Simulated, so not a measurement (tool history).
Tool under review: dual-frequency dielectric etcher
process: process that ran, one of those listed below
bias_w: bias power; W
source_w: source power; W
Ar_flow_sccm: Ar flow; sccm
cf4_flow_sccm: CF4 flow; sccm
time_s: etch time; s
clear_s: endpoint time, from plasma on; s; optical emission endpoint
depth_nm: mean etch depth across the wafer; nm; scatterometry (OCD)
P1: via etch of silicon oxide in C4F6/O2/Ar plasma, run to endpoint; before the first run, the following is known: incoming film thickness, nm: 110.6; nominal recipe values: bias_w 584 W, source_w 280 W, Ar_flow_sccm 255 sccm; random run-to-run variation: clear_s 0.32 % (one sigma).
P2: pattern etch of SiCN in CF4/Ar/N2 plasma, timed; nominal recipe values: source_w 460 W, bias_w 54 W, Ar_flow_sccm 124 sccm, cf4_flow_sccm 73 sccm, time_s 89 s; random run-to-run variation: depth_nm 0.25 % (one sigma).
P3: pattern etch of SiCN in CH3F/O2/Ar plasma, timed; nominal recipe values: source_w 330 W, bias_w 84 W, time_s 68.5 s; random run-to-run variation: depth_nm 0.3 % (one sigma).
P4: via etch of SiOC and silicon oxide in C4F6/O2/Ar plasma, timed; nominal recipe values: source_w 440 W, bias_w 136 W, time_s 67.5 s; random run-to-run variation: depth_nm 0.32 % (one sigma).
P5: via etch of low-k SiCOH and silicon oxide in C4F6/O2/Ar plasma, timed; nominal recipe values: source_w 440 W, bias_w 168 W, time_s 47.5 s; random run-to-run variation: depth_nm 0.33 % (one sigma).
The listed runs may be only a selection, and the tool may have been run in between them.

run	hour	process	bias_w	source_w	Ar_flow_sccm	cf4_flow_sccm	time_s	hours since the last wet clean	hours since the last bias power generator calibration	hours since the last source power generator calibration	hours since the last Ar flow controller change	clear_s	depth_nm
1	8.8	P1	584	280	255			353.3	1479.9	3237.7	313.5	25.676	
2	21.6	P2	54	460	124	73	123	366.1	1492.7	3250.5	326.3		98.774
3	33.3	P5	168	440			47.5	377.8	1504.4	3262.2	338		115.03
4	41.2	P4	136	440			67.5	385.7	1512.3	3270.1	345.9		73.125
5	49.7	P1	386	280	314			394.2	1520.8	3278.6	354.4	30.652	
# hour 53.5: bias power generator calibrated
6	65	P1	584	280	255			409.5	11.5	3293.9	369.7	25.854	
# hour 76: source power generator calibrated
7	78.8	P1	584	280	189			423.3	25.3	2.8	383.5	24.928	
8	94.4	P2	54	270	124	73	89	438.9	40.9	18.4	399.1		44.829
9	103.3	P2	54	460	162	73	89	447.8	49.8	27.3	408		68.532
10	117.7	P4	187	440			67.5	462.2	64.2	41.7	422.4		80.928
11	132.1	P1	584	400	255			476.6	78.6	56.1	436.8	22.566	
12	143.6	P5	168	440			47.5	488.1	90.1	67.6	448.3		114.16
13	154.7	P2	43	460	124	73	89	499.2	101.2	78.7	459.4		66.659
14	163.2	P1	712	280	255			507.7	109.7	87.2	467.9	23.807	
15	177.3	P5	168	440			63	521.8	123.8	101.3	482		151.55
16	189.4	P5	233	440			47.5	533.9	135.9	113.4	494.1		126.95
17	204.2	P2	54	460	124	73	89	548.7	150.7	128.2	508.9		71.856
18	216.4	P3	84	330			38	560.9	162.9	140.4	521.1		13.826
19	224	P1	584	280	255			568.5	170.5	148	528.7	25.572	
20	233.5	P1	584	280	350			578	180	157.5	538.2	26.823	
21	247.5	P1	584	280	255			592	194	171.5	552.2	25.775	
22	256.4	P1	584	280	255			600.9	202.9	180.4	561.1	25.852	
23	268.4	P1	584	210	255			612.9	214.9	192.4	573.1	28.569	
24	276.4	P3	113	330			68.5	620.9	222.9	200.4	581.1		27.628
25	283.8	P2	54	460	124	91	89	628.3	230.3	207.8	588.5		74.676
26	297.7	P1	584	280	255			642.2	244.2	221.7	602.4	25.773	
27	312.8	P1	584	350	322			657.3	259.3	236.8	617.5	24.332	
28	321.3	P4	136	610			67.5	665.8	267.8	245.3	626		83.301
29	331.9	P4	136	440			82.5	676.4	278.4	255.9	636.6		89.391
30	347.5	P3	84	390			68.5	692	294	271.5	652.2		26.329
31	358.1	P3	84	330			68.5	702.6	304.6	282.1	662.8		24.675
32	366.1	P5	168	590			47.5	710.6	312.6	290.1	670.8		128.81
33	378.7	P1	371	280	255			723.2	325.2	302.7	683.4	30.469	
34	388.7	P1	584	280	255			733.2	335.2	312.7	693.4	25.791	
35	396.7	P1	584	280	255			741.2	343.2	320.7	701.4	25.476	
36	406.6	P1	584	280	255			751.1	353.1	330.6	711.3	25.54	
37	420.1	P1	584	280	255			764.6	366.6	344.1	724.8	25.438	
38	432.4	P1	584	280	255			776.9	378.9	356.4	737.1	25.476	
# hour 443.1: Ar flow controller replaced
39	447.1	P1	584	280	255			791.6	393.6	371.1	4.1	25.505	
# hour 447.4: wet clean of the chamber
40	459.2	P1	584	280	255			11.9	405.7	383.2	16.2	25.508	
41	468.5	P1	584	280	255			21.2	415	392.5	25.5	25.432	
42	480.2	P1	584	280	255			32.9	426.7	404.2	37.2	25.444	

P1 no longer gives what it gave before; its output has crept away from where it was. The following 2 causes, each at its listed size, fit the log equally well:
A: source power that arrives over what is set, % = 4.43
B: bias power that arrives over what is set, % = 4.14
The onset of the drift is placed at about hour 388.7.
The rest of the possible causes, and what rules out each one:
chamber walls in a state that raises the etch rate, %: its service at hour 447.4 followed the start of the drift and did not put the process back to its old value
Ar flow that arrives under what is set, %: its service at hour 443.1 followed the start of the drift and did not put the process back to its old value

Question marks stand in for the results of the 4 check runs listed below, each run on one wafer. Under which run would the listed causes show clearly different results?
check 1	491.9	P2	54	320	124	73	89						?
check 2	491.9	P4	182	530			67.5						?
check 3	491.9	P5	218	440			47.5						?
check 4	491.9	P3	97	330			39						?

Predicted outcomes, by check and by cause:
check	result	if A	if B
check 1	depth_nm	54.163	52.873
check 2	depth_nm	87.497	87.147
check 3	depth_nm	126.74	126.31
check 4	depth_nm	15.122	15.114
Per-check spread between the two closest causes, in the result where they differ most: check 1 2.41 %; check 2 0.4 %; check 3 0.34 %; check 4 0.05 %
Only in check 1 would the causes give clearly different results; in the remaining checks their results would be nearly the same.

Check 1 was carried out, with these results: depth_nm 54.306 nm. Which of the listed causes is responsible?

It is A: source power that arrives over what is set, %.
